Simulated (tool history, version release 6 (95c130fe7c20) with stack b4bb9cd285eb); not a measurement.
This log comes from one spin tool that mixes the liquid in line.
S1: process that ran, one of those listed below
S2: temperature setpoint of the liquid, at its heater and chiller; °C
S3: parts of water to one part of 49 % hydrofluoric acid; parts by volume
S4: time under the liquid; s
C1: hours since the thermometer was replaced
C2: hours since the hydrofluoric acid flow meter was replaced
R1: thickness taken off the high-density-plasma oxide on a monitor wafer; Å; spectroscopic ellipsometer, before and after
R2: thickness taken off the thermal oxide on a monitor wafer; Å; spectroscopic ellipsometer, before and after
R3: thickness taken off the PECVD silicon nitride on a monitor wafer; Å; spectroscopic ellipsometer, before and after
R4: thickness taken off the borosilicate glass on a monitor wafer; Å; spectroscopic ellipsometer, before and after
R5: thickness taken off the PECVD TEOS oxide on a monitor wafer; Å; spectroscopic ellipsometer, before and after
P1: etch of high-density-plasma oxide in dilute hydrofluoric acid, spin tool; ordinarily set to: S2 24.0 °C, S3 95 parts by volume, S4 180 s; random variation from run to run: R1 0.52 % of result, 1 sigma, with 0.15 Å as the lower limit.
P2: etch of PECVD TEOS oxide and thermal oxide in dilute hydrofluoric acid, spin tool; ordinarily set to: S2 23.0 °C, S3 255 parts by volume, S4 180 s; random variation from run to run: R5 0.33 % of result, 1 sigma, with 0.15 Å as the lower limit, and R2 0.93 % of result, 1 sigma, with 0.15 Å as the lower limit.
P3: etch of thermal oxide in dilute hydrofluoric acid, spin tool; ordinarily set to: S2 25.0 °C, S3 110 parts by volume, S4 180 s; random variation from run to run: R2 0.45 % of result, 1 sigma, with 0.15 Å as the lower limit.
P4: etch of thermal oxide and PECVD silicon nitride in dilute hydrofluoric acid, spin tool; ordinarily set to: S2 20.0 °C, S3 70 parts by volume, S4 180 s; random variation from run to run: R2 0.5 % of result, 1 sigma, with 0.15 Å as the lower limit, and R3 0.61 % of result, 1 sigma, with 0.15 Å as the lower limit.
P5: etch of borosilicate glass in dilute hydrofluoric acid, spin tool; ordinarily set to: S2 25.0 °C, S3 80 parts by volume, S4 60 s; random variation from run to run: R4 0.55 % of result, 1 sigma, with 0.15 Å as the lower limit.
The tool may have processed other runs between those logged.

run   hour  S1    S2   S3   S4     C1     C2       R1        R2      R3       R4       R5
  1   10.3  P1  24.0   95  180  305.1  513.8  167.330
  2   23.7  P1  24.0   95  180  318.5  527.2  169.780
  3   35.4  P1  24.0   25  180  330.2  538.9  710.610
  4   45.3  P3  25.0  190  180  340.1  548.8            43.0150
  5   53.1  P3  25.0  110   15  347.9  556.6             6.6567
  6   61.1  P4  25.0   70  180  355.9  564.6           135.7500  62.778
  7   68.9  P1  24.0   95  180  363.7  572.4  169.710
  8   81.9  P3  25.0  110  180  376.7  585.4            79.6280
  9   95.5  P5  25.0   80   90  390.3  599.0                              430.09
 10  110.8  P3  30.5  110  180  405.6  614.3            98.5560
 11  124.2  P5  20.5   80   60  419.0  627.7                              240.40
 12  136.2  P4  20.0   70  180  431.0  639.7           110.4800  44.207
 13  145.9  P1  19.0   95  180  440.7  649.4  137.010
 14  159.5  P1  24.0   95  180  454.3  663.0  170.490
 15  174.7  P4  20.0   70  305  469.5  678.2           187.2600  76.061
 16  188.2  P1  24.0  170  180  483.0  691.7   86.559
 17  195.5  P5  25.0   80   60  490.3  699.0                              284.03
 18  209.6  P1  24.0   95  180  504.4  713.1  169.120
 19  216.8  P2  23.0  255  180  511.6  720.3            26.8200                    60.304
 20  225.0  P4  20.0  120  180  519.8  728.5            60.1390  26.304
     229.8  -- thermometer replaced
 21  235.8  P1  17.5   25  180    6.0  739.3  533.550
 22  249.4  P5  25.0   20   60   19.6  752.9                             1237.70
 23  263.2  P2  19.0  255  180   33.4  766.7            23.9380                    51.848
 24  275.7  P1  32.0   95  180   45.9  779.2  232.190
 25  289.3  P2  23.0   55  180   59.5  792.8           158.2200                   347.870
 26  298.1  P4  20.0   70  180   68.3  801.6           109.6000  44.755
 27  311.3  P1  24.0   95   20   81.5  814.8   18.595
 28  326.7  P1  24.0   95  270   96.9  830.2  254.420
 29  335.8  P1  24.0   95  180  106.0  839.3  169.740
 30  350.9  P2  23.0  255  285  121.1  854.4            43.4390                    94.800
 31  357.9  P3  25.0  110  180  128.1  861.4            80.4260
 32  365.2  P1  24.0   95  180  135.4  868.7  169.480
 33  378.8  P1  24.0   95  180  149.0  882.3  174.480
 34  388.2  P1  24.0   95  180  158.4  891.7  177.550
 35  394.9  P1  24.0   95  180  165.1  898.4  180.530
 36  405.7  P1  24.0   95  180  175.9  909.2  181.920
 37  415.4  P1  24.0   95  180  185.6  918.9  182.200
 38  423.2  P1  24.0   95  180  193.4  926.7  182.620
 39  436.2  P1  24.0   95  180  206.4  939.7  184.310
 40  451.7  P1  24.0   95  180  221.9  955.2  184.330
 41  462.3  P1  24.0   95  180  232.5  965.8  184.050
 42  474.9  P1  24.0   95  180  245.1  978.4  185.240
 43  489.4  P1  24.0   95  180  259.6  992.9  184.790

P1 has crept away from where it was. The log is fitted equally well by each of these 2 causes, at the sizes shown:
A: liquid hotter than its thermometer reads (K) = 2.24
B: hydrofluoric acid flow above the setpoint (%) = 8.21
Onset of the creep was near hour 365.2.

The check runs listed below each take one wafer, and their results are still question marks. Under which run would the listed causes lead to clearly different results?
check 1  503.9  P5  25.0   30   85                       ?
check 2  503.9  P2  23.0  145  275               ?           ?
check 3  503.9  P4  20.0  105  180               ?   ?
check 4  503.9  P3  25.0  160   15               ?

What each check would give under each cause:
  check  result     if A     if B
check 1      R4  1264.80  1252.10
check 2      R2  89.6330  90.1290
check 2      R5  197.360  198.450
check 3      R2  76.9320  76.7050
check 3      R3   35.111   32.614
check 4      R2   4.7093   4.7559
Per check, the gap between the least separated pair of causes, taken in the result that splits them most: check 1 1.01 %; check 2 0.55 %; check 3 7.38 %; check 4 0.98 %
The causes can be told apart only by check 3. The other checks would give nearly the same results under each of them.

Here is what check 3 returned: R2 77.3070 Å; R3 32.267 Å. Which cause is it?

Of the candidate causes, it is B: hydrofluoric acid flow above the setpoint (%).
